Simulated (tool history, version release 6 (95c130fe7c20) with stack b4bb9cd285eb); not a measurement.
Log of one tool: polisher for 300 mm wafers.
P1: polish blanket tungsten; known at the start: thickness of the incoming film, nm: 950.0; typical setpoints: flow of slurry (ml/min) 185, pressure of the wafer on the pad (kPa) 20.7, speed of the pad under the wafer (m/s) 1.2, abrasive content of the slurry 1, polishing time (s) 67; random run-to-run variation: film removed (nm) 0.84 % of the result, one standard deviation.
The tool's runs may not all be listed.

run   hour  flow of slurry (ml/min)  pressure of the wafer on the pad (kPa)  speed of the pad under the wafer (m/s)  abrasive content of the slurry  polishing time (s)  film removed (nm)
  1   10.6                      185                                    20.7                                     1.2                               1                  67             250.37
  2   21.7                      185                                    20.7                                     1.2                               1                  67                246
  3   32.1                      185                                    20.7                                     1.2                               1                 101             375.14
  4   41.1                      185                                    14.5                                    0.58                               1                  67             83.623
  5   48.6                      185                                    20.7                                     1.2                             1.5                  67              269.1
  6   58.1                      185                                    13.1                                     1.2                               1                  67             158.62
  7   69.8                      185                                    20.7                                    1.88                               1                  67              383.9
  8   78.8                      185                                    20.7                                     1.2                             0.6                  67             219.71
  9   89.3                      185                                    20.7                                     1.2                               1                  67             249.38
 10   98.6                      185                                    20.7                                     1.2                               1                  67             247.72
 11    112                      110                                    20.7                                     1.2                               1                  67              229.2
 12  122.9                      275                                    20.7                                     1.2                               1                  67             261.94
 13  135.9                      185                                    20.7                                    0.54                               1                  67             110.99
 14  149.5                      185                                    20.7                                     1.2                               1                  67             248.11
 15  160.7                      185                                    20.7                                     1.2                               1                  49             179.24
 16  173.3                      185                                    30.3                                     1.2                               1                  67             365.71
 17  181.7                      185                                    20.7                                     1.2                               1                  67             250.45
 18    194                      185                                    20.7                                     1.2                               1                  67             242.94
 19  205.2                      185                                    20.7                                     1.2                               1                  67              239.4

For run 20, what comes out?
 20  213.9                      185                                    20.7                                     1.2                               1                  67                  ?

{"run 20": {"film removed (nm)": 236.91}}

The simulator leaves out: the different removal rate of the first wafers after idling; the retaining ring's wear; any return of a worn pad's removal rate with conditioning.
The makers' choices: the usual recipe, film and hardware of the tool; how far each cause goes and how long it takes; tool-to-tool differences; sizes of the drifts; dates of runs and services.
